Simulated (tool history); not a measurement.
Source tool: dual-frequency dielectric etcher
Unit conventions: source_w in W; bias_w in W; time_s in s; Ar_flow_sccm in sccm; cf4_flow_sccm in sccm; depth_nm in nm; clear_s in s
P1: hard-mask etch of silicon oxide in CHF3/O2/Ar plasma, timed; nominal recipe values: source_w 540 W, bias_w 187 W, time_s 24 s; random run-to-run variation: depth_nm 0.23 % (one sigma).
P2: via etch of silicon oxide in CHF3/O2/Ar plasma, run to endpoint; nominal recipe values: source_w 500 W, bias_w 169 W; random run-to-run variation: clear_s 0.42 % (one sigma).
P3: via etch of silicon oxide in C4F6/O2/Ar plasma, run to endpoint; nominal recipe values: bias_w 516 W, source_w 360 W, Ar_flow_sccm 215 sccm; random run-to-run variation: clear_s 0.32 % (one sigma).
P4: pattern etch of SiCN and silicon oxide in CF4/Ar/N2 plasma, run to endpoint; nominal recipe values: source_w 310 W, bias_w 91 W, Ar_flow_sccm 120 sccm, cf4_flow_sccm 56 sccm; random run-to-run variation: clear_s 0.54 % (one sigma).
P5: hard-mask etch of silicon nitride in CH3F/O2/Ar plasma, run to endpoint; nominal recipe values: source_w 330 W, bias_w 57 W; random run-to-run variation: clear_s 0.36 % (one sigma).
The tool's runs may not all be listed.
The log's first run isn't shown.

| run | hour | process | source_w | bias_w | time_s | Ar_flow_sccm | cf4_flow_sccm | depth_nm | clear_s |
|---|---|---|---|---|---|---|---|---|---|
| 2 | 7 | P1 | 380 | 187 | 24 |  |  | 40.661 |  |
| 3 | 9.9 | P5 | 330 | 36 |  |  |  |  | 75.369 |
| 4 | 13.9 | P4 | 310 | 91 |  | 120 | 77 |  | 18.956 |
| 5 | 17 | P1 | 540 | 127 | 24 |  |  | 40.674 |  |
| 6 | 20.8 | P1 | 540 | 187 | 24 |  |  | 46.417 |  |
| 7 | 23.9 | P1 | 540 | 121 | 17 |  |  | 28.466 |  |
| 8 | 29.1 | P1 | 540 | 187 | 24 |  |  | 46.258 |  |
| 9 | 33.9 | P3 | 360 | 516 |  | 215 |  |  | 35.398 |
| 10 | 36.1 | P2 | 690 | 169 |  |  |  |  | 312.97 |
| 11 | 40.7 | P4 | 310 | 91 |  | 120 | 56 |  | 19.794 |
| 12 | 43.1 | P4 | 230 | 91 |  | 120 | 56 |  | 25.699 |
| 13 | 46.3 | P5 | 330 | 57 |  |  |  |  | 65.374 |
| 14 | 48.9 | P3 | 360 | 516 |  | 304 |  |  | 36.722 |
| 15 | 51.3 | P1 | 660 | 187 | 24 |  |  | 50.091 |  |
| 16 | 55.3 | P1 | 540 | 187 | 24 |  |  | 46.595 |  |
| 17 | 58.5 | P5 | 220 | 57 |  |  |  |  | 76.408 |
| 18 | 63.4 | P4 | 310 | 91 |  | 165 | 56 |  | 20.799 |
| 19 | 66 | P1 | 440 | 187 | 35 |  |  | 62.623 |  |
| 20 | 69.6 | P3 | 360 | 516 |  | 215 |  |  | 35.34 |
| 21 | 73.7 | P1 | 540 | 187 | 24 |  |  | 46.302 |  |
| 22 | 77.5 | P4 | 310 | 57 |  | 120 | 56 |  | 23.676 |

Forecast run 23:
| 23 | 81.6 | P1 | 540 | 233 | 24 |  |  | ? |  |

For run 23 the tool returned depth_nm 49.914 nm.

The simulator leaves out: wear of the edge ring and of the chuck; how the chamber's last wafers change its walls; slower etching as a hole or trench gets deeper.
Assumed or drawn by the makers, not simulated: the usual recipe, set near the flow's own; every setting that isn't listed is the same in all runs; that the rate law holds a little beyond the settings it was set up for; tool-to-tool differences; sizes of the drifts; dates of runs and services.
